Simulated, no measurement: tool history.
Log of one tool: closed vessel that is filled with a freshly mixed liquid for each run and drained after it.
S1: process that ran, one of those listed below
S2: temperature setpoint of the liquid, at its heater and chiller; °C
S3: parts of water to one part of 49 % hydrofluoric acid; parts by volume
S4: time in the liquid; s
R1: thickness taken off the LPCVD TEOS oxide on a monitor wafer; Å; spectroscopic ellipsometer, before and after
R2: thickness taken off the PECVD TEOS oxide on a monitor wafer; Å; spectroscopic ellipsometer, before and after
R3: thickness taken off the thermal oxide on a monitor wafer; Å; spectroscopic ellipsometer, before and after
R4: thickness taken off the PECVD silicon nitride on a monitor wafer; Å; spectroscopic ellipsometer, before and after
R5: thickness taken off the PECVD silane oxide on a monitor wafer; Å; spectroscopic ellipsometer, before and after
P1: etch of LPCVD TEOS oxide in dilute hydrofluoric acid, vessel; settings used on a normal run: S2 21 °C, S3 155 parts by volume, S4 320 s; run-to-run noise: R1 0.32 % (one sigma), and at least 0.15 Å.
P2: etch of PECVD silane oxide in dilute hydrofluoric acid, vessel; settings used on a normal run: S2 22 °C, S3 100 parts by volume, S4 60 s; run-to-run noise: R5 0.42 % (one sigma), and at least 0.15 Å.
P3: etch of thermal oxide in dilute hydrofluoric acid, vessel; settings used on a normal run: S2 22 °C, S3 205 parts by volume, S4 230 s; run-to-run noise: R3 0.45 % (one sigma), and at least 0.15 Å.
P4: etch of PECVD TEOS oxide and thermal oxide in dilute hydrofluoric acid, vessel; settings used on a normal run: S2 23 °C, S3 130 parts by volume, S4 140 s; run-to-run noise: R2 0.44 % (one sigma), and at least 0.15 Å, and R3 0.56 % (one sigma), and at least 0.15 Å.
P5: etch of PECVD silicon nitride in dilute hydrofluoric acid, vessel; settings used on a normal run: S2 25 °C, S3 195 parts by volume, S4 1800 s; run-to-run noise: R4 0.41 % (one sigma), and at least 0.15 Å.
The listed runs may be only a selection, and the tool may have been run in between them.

| run | hour | S1 | S2 | S3 | S4 | R1 | R2 | R3 | R4 | R5 |
|---|---|---|---|---|---|---|---|---|---|---|
| 1 | 17.8 | P1 | 21 | 155 | 320 | 407.17 |  |  |  |  |
| 2 | 27.8 | P1 | 21 | 155 | 605 | 775.27 |  |  |  |  |
| 3 | 41.1 | P4 | 23 | 130 | 140 |  | 217.08 | 46.057 |  |  |
| 4 | 51.2 | P5 | 33.5 | 195 | 1800 |  |  |  | 472.24 |  |
| 5 | 62 | P4 | 23 | 205 | 140 |  | 126.3 | 27.768 |  |  |
| 6 | 71.5 | P1 | 21 | 155 | 320 | 411.16 |  |  |  |  |
| 7 | 86.8 | P5 | 25 | 350 | 1800 |  |  |  | 156.03 |  |
| 8 | 104.3 | P5 | 25 | 195 | 3285 |  |  |  | 506.89 |  |
| 9 | 114.9 | P1 | 21 | 155 | 320 | 408.55 |  |  |  |  |
| 10 | 124.3 | P1 | 21 | 155 | 320 | 409.17 |  |  |  |  |
| 11 | 140.3 | P1 | 21 | 220 | 320 | 269.2 |  |  |  |  |
| 12 | 158.2 | P1 | 21 | 20 | 320 | 3698.8 |  |  |  |  |
| 13 | 176.9 | P2 | 22 | 100 | 30 |  |  |  |  | 41.983 |
|  | 177.2 | thermometer replaced |
| 14 | 190.2 | P5 | 25 | 195 | 1800 |  |  |  | 280.41 |  |
| 15 | 203.6 | P2 | 22 | 100 | 60 |  |  |  |  | 83.19 |
| 16 | 216.1 | P3 | 22 | 205 | 230 |  |  | 44.605 |  |  |
| 17 | 228.3 | P1 | 17 | 100 | 320 | 572.11 |  |  |  |  |
| 18 | 238.8 | P4 | 17 | 130 | 140 |  | 169.93 | 36.784 |  |  |
| 19 | 255.1 | P3 | 22 | 205 | 90 |  |  | 17.707 |  |  |
| 20 | 270.4 | P3 | 22 | 70 | 230 |  |  | 153.78 |  |  |
| 21 | 288 | P1 | 21 | 155 | 40 | 51.09 |  |  |  |  |
| 22 | 298.9 | P1 | 28.5 | 155 | 320 | 545.28 |  |  |  |  |
| 23 | 309.2 | P5 | 25 | 195 | 1800 |  |  |  | 279.98 |  |
| 24 | 317.7 | P1 | 21 | 155 | 320 | 407.63 |  |  |  |  |
| 25 | 330.2 | P2 | 22 | 100 | 60 |  |  |  |  | 82.822 |
| 26 | 338.8 | P1 | 17 | 155 | 320 | 349.86 |  |  |  |  |
| 27 | 348.6 | P4 | 23 | 130 | 255 |  | 392.39 | 85.505 |  |  |
| 28 | 366.4 | P2 | 29.5 | 100 | 60 |  |  |  |  | 111.95 |
| 29 | 377.1 | P3 | 29 | 205 | 230 |  |  | 57.059 |  |  |
| 30 | 394.2 | P2 | 22 | 35 | 60 |  |  |  |  | 256.83 |
| 31 | 405.8 | P1 | 21 | 155 | 320 | 409.92 |  |  |  |  |
| 32 | 424.4 | P1 | 21 | 155 | 320 | 410.64 |  |  |  |  |
| 33 | 436.1 | P1 | 21 | 155 | 320 | 426.47 |  |  |  |  |
| 34 | 450.4 | P1 | 21 | 155 | 320 | 436.79 |  |  |  |  |
| 35 | 460.9 | P1 | 21 | 155 | 320 | 442.81 |  |  |  |  |
| 36 | 474.3 | P1 | 21 | 155 | 320 | 446.04 |  |  |  |  |
| 37 | 487.8 | P1 | 21 | 155 | 320 | 447.44 |  |  |  |  |
| 38 | 500.3 | P1 | 21 | 155 | 320 | 450.47 |  |  |  |  |
| 39 | 515.7 | P1 | 21 | 155 | 320 | 450.97 |  |  |  |  |

P1 no longer gives what it gave before; its output has crept away from where it was. The following 2 causes, each at its listed size, fit the log equally well:
A: hydrofluoric acid flow above the setpoint (%) = 8.29
B: liquid hotter than its thermometer reads (K) = 2.38
The gradual shift began around hour 424.4.

Each of the 4 check runs below uses one wafer; its results are left as question marks. Which run tells the causes apart?
| check 1 | 531.1 | P5 | 31 | 265 | 1800 |  |  |  | ? |  |
| check 2 | 531.1 | P4 | 23 | 205 | 140 |  | ? | ? |  |  |
| check 3 | 531.1 | P3 | 28 | 140 | 230 |  |  | ? |  |  |
| check 4 | 531.1 | P2 | 27 | 55 | 60 |  |  |  |  | ? |

Predicted outcomes, by check and by cause:
| check | result | if A | if B |
|---|---|---|---|
| check 1 | R4 | 319.5 | 337.05 |
| check 2 | R2 | 139.35 | 138.14 |
| check 2 | R3 | 30.07 | 29.811 |
| check 3 | R3 | 97.026 | 96.405 |
| check 4 | R5 | 213.38 | 215.25 |
Gap, in per cent, between the two causes that each check separates least, read from the result that separates them most: check 1 5.35 %; check 2 0.87 %; check 3 0.64 %; check 4 0.87 %
Check 1 is the one run that separates the causes; every other check would come out nearly the same whichever cause is at work.

Check 1 has now been run. It gave: R4 335.74 Å. Which of the candidate causes is it?

It is B: liquid hotter than its thermometer reads (K).
